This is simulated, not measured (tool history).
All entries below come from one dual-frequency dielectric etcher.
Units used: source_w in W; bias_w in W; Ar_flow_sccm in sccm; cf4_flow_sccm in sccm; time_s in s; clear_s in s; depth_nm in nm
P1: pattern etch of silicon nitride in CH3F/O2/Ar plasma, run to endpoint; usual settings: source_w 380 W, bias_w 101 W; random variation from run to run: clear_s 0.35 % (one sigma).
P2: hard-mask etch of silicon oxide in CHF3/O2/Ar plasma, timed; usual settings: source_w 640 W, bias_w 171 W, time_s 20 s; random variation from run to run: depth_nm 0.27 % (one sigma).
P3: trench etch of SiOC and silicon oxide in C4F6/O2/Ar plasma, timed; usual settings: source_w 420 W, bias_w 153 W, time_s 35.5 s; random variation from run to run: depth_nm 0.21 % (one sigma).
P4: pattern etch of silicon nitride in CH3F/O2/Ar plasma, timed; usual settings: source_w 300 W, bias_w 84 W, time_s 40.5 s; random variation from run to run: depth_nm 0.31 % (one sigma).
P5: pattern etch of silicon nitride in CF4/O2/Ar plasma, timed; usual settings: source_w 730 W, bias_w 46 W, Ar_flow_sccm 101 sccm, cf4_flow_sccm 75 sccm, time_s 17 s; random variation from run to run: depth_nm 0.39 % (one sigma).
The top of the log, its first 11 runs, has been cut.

run	hour	process	source_w	bias_w	Ar_flow_sccm	cf4_flow_sccm	time_s	hours since the last wet clean	hours since the last source power generator calibration	hours since the last bias power generator calibration	clear_s	depth_nm
12	167.2	P1	380	101				77.1	1172.2	989.4	22.353	
13	175.9	P3	290	153			35.5	85.8	1180.9	998.1		57.536
14	184.2	P4	300	84			31	94.1	1189.2	1006.4		20.433
15	195.3	P4	410	84			40.5	105.2	1200.3	1017.5		30.148
16	204.5	P4	300	58			40.5	114.4	1209.5	1026.7		23.574
17	215	P2	640	171			13	124.9	1220	1037.2		25.633
18	230.1	P1	230	101				140	1235.1	1052.3	27.055	
19	238.4	P1	380	101				148.3	1243.4	1060.6	22.385	
20	248.6	P1	380	128				158.5	1253.6	1070.8	20.641	
21	261.8	P3	420	153			35.5	171.7	1266.8	1084		66.698
22	275.4	P1	220	136				185.3	1280.4	1097.6	24.368	
23	286.3	P3	420	214			35.5	196.2	1291.3	1108.5		73.923
24	304.7	P1	380	101				214.6	1309.7	1126.9	22.509	
25	317.4	P1	380	101				227.3	1322.4	1139.6	22.432	
26	325.7	P5	480	46	101	75	17	235.6	1330.7	1147.9		28.811

Forecast run 27:
27	339.1	P4	300	84			40.5	249	1344.1	1161.3		?

depth_nm: 26.877 nm
